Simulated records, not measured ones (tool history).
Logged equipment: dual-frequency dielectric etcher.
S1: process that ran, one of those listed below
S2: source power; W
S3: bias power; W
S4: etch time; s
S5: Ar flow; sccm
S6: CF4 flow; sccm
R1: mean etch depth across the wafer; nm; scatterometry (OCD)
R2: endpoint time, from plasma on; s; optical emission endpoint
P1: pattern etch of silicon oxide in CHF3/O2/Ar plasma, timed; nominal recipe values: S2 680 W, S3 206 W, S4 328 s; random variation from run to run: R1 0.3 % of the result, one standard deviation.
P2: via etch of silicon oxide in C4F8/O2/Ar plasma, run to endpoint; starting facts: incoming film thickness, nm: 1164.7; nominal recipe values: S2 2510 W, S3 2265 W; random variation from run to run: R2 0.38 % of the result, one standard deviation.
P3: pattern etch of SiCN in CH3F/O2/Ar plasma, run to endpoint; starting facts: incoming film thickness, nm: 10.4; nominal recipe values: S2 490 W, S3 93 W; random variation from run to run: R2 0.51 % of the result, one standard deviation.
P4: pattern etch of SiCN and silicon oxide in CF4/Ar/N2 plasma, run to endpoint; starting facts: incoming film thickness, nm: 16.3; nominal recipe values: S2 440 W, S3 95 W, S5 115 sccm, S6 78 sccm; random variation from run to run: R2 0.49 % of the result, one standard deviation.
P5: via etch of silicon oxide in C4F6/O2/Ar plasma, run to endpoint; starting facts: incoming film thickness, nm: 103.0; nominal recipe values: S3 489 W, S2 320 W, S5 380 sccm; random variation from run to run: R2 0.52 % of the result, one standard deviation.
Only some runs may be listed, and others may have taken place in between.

Run 1, hour 11.3: S1 P1, S2 680 W, S3 206 W, S4 328 s. Result: R1 726.7 nm.
Run 2, hour 23.3: S1 P1, S2 680 W, S3 206 W, S4 404 s. Result: R1 895.08 nm.
Run 3, hour 38.2: S1 P5, S2 450 W, S3 489 W, S5 380 sccm. Result: R2 21.479 s.
Run 4, hour 51: S1 P2, S2 1800 W, S3 2265 W. Result: R2 241.48 s.
Run 5, hour 63: S1 P1, S2 460 W, S3 206 W, S4 398.5 s. Result: R1 762.02 nm.
Run 6, hour 77.6: S1 P1, S2 450 W, S3 206 W, S4 403.5 s. Result: R1 767.81 nm.
Run 7, hour 93.1: S1 P2, S2 2510 W, S3 2265 W. Result: R2 210.48 s.
Run 8, hour 104.4: S1 P2, S2 2510 W, S3 2265 W. Result: R2 211.62 s.
Run 9, hour 116.1: S1 P3, S2 490 W, S3 93 W. Result: R2 22.647 s.
Run 10, hour 131.2: S1 P4, S2 440 W, S3 95 W, S5 115 sccm, S6 78 sccm. Result: R2 17.671 s.
Run 11, hour 141.6: S1 P2, S2 2510 W, S3 1354 W. Result: R2 242.52 s.
Run 12, hour 156.4: S1 P1, S2 680 W, S3 280 W, S4 328 s. Result: R1 805.61 nm.
Run 13, hour 167.9: S1 P1, S2 680 W, S3 206 W, S4 328 s. Result: R1 722.22 nm.
Run 14, hour 175.9: S1 P1, S2 680 W, S3 206 W, S4 328 s. Result: R1 724.23 nm.
Run 15, hour 192.2: S1 P5, S2 320 W, S3 298 W, S5 380 sccm. Result: R2 29.71 s.
Run 16, hour 207.1: S1 P1, S2 850 W, S3 153 W, S4 328 s. Result: R1 712.54 nm.
Run 17, hour 216.5: S1 P4, S2 440 W, S3 95 W, S5 141 sccm, S6 78 sccm. Result: R2 18.237 s.
Run 18, hour 229.8: S1 P1, S2 890 W, S3 206 W, S4 328 s. Result: R1 805.04 nm.
Run 19, hour 240.4: S1 P4, S2 440 W, S3 95 W, S5 115 sccm, S6 110 sccm. Result: R2 16.935 s.
Run 20, hour 248.3: S1 P4, S2 440 W, S3 68 W, S5 115 sccm, S6 78 sccm. Result: R2 19.894 s.
Run 21, hour 258.5: S1 P3, S2 680 W, S3 93 W. Result: R2 20.018 s.
Run 22, hour 265.9: S1 P1, S2 680 W, S3 206 W, S4 328 s. Result: R1 728.5 nm.
Run 23, hour 275.4: S1 P1, S2 450 W, S3 206 W, S4 328 s. Result: R1 622.59 nm.
Run 24, hour 292.2: S1 P3, S2 490 W, S3 58 W. Result: R2 26.466 s.

Run 25 is up next; what results do you expect?
Run 25, hour 302.4: S1 P1, S2 680 W, S3 135 W, S4 328 s. Result: R1 ?.

Logged for run 25: R1 631.85 nm.
